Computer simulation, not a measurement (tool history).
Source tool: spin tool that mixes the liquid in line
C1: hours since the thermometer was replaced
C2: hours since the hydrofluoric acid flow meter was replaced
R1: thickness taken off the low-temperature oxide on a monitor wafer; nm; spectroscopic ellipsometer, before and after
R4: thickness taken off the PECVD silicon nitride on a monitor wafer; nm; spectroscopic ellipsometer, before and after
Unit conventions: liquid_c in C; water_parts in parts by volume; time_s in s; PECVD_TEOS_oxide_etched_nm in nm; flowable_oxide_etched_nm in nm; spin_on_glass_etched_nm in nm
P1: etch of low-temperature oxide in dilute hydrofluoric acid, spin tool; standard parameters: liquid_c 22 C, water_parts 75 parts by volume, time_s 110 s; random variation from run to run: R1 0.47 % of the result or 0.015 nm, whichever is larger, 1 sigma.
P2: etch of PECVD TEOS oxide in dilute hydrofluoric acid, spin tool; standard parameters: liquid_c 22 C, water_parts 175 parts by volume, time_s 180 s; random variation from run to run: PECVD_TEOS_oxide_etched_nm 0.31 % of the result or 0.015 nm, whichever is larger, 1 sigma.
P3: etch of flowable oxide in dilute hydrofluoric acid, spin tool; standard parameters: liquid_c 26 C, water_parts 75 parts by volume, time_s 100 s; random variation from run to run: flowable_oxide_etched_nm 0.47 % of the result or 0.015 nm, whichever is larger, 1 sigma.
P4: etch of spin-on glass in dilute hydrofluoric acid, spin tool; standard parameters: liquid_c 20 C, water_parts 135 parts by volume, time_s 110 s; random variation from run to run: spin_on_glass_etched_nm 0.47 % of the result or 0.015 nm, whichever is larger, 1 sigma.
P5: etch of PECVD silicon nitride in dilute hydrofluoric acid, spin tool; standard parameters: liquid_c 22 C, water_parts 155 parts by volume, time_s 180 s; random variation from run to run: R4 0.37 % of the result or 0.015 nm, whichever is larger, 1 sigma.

{"run": 1, "hour": 3.0, "process": "P1", "liquid_c": 22, "water_parts": 75, "time_s": 110, "C1": 1245.1, "C2": 1091.1, "R1": 14.803}
{"run": 2, "hour": 6.3, "process": "P2", "liquid_c": 29.5, "water_parts": 175, "time_s": 180, "C1": 1248.4, "C2": 1094.4, "PECVD_TEOS_oxide_etched_nm": 22.876}
{"run": 3, "hour": 9.3, "process": "P1", "liquid_c": 22, "water_parts": 25, "time_s": 110, "C1": 1251.4, "C2": 1097.4, "R1": 47.248}
{"run": 4, "hour": 12.5, "process": "P1", "liquid_c": 22, "water_parts": 105, "time_s": 110, "C1": 1254.6, "C2": 1100.6, "R1": 10.193}
{"run": 5, "hour": 15.9, "process": "P3", "liquid_c": 26, "water_parts": 35, "time_s": 100, "C1": 1258, "C2": 1104, "flowable_oxide_etched_nm": 97.324}
{"run": 6, "hour": 19.7, "process": "P3", "liquid_c": 26, "water_parts": 75, "time_s": 100, "C1": 1261.8, "C2": 1107.8, "flowable_oxide_etched_nm": 42.906}
{"run": 7, "hour": 22.3, "process": "P1", "liquid_c": 22, "water_parts": 75, "time_s": 110, "C1": 1264.4, "C2": 1110.4, "R1": 14.841}
{"run": 8, "hour": 26.9, "process": "P1", "liquid_c": 17, "water_parts": 75, "time_s": 110, "C1": 1269, "C2": 1115, "R1": 11.976}
{"run": 9, "hour": 30.7, "process": "P5", "liquid_c": 22, "water_parts": 285, "time_s": 180, "C1": 1272.8, "C2": 1118.8, "R4": 3.0423}
{"run": 10, "hour": 33.4, "process": "P3", "liquid_c": 34, "water_parts": 75, "time_s": 100, "C1": 1275.5, "C2": 1121.5, "flowable_oxide_etched_nm": 57.718}
{"run": 11, "hour": 37.7, "process": "P1", "liquid_c": 27, "water_parts": 75, "time_s": 110, "C1": 1279.8, "C2": 1125.8, "R1": 17.972}
{"run": 12, "hour": 39.9, "process": "P5", "liquid_c": 22, "water_parts": 155, "time_s": 295, "C1": 1282, "C2": 1128, "R4": 9.0913}
{"run": 13, "hour": 44.2, "process": "P1", "liquid_c": 22, "water_parts": 75, "time_s": 110, "C1": 1286.3, "C2": 1132.3, "R1": 14.767}
{"run": 14, "hour": 46.6, "process": "P3", "liquid_c": 26, "water_parts": 75, "time_s": 200, "C1": 1288.7, "C2": 1134.7, "flowable_oxide_etched_nm": 85.808}
{"run": 15, "hour": 51.0, "process": "P1", "liquid_c": 22, "water_parts": 75, "time_s": 190, "C1": 1293.1, "C2": 1139.1, "R1": 25.641}
{"run": 16, "hour": 54.4, "process": "P2", "liquid_c": 22, "water_parts": 175, "time_s": 300, "C1": 1296.5, "C2": 1142.5, "PECVD_TEOS_oxide_etched_nm": 29.084}
{"run": 17, "hour": 59.0, "process": "P1", "liquid_c": 22, "water_parts": 135, "time_s": 195, "C1": 1301.1, "C2": 1147.1, "R1": 13.617}
{"run": 18, "hour": 61.2, "process": "P3", "liquid_c": 26, "water_parts": 75, "time_s": 100, "C1": 1303.3, "C2": 1149.3, "flowable_oxide_etched_nm": 42.865}
{"run": 19, "hour": 65.3, "process": "P4", "liquid_c": 20, "water_parts": 135, "time_s": 45, "C1": 1307.4, "C2": 1153.4, "spin_on_glass_etched_nm": 8.9985}
{"run": 20, "hour": 68.5, "process": "P5", "liquid_c": 22, "water_parts": 155, "time_s": 180, "C1": 1310.6, "C2": 1156.6, "R4": 5.5121}
{"run": 21, "hour": 70.5, "process": "P2", "liquid_c": 22, "water_parts": 25, "time_s": 180, "C1": 1312.6, "C2": 1158.6, "PECVD_TEOS_oxide_etched_nm": 145.37}
{"run": 22, "hour": 75.1, "process": "P1", "liquid_c": 22, "water_parts": 75, "time_s": 110, "C1": 1317.2, "C2": 1163.2, "R1": 14.818}
{"run": 23, "hour": 78.5, "process": "P2", "liquid_c": 22, "water_parts": 175, "time_s": 180, "C1": 1320.6, "C2": 1166.6, "PECVD_TEOS_oxide_etched_nm": 17.383}

Run 24 has not been measured yet. What should we expect?
{"run": 24, "hour": 80.6, "process": "P4", "liquid_c": 27.5, "water_parts": 135, "time_s": 110, "C1": 1322.7, "C2": 1168.7, "spin_on_glass_etched_nm": "?"}

{"run 24": {"spin_on_glass_etched_nm": 29.267}}
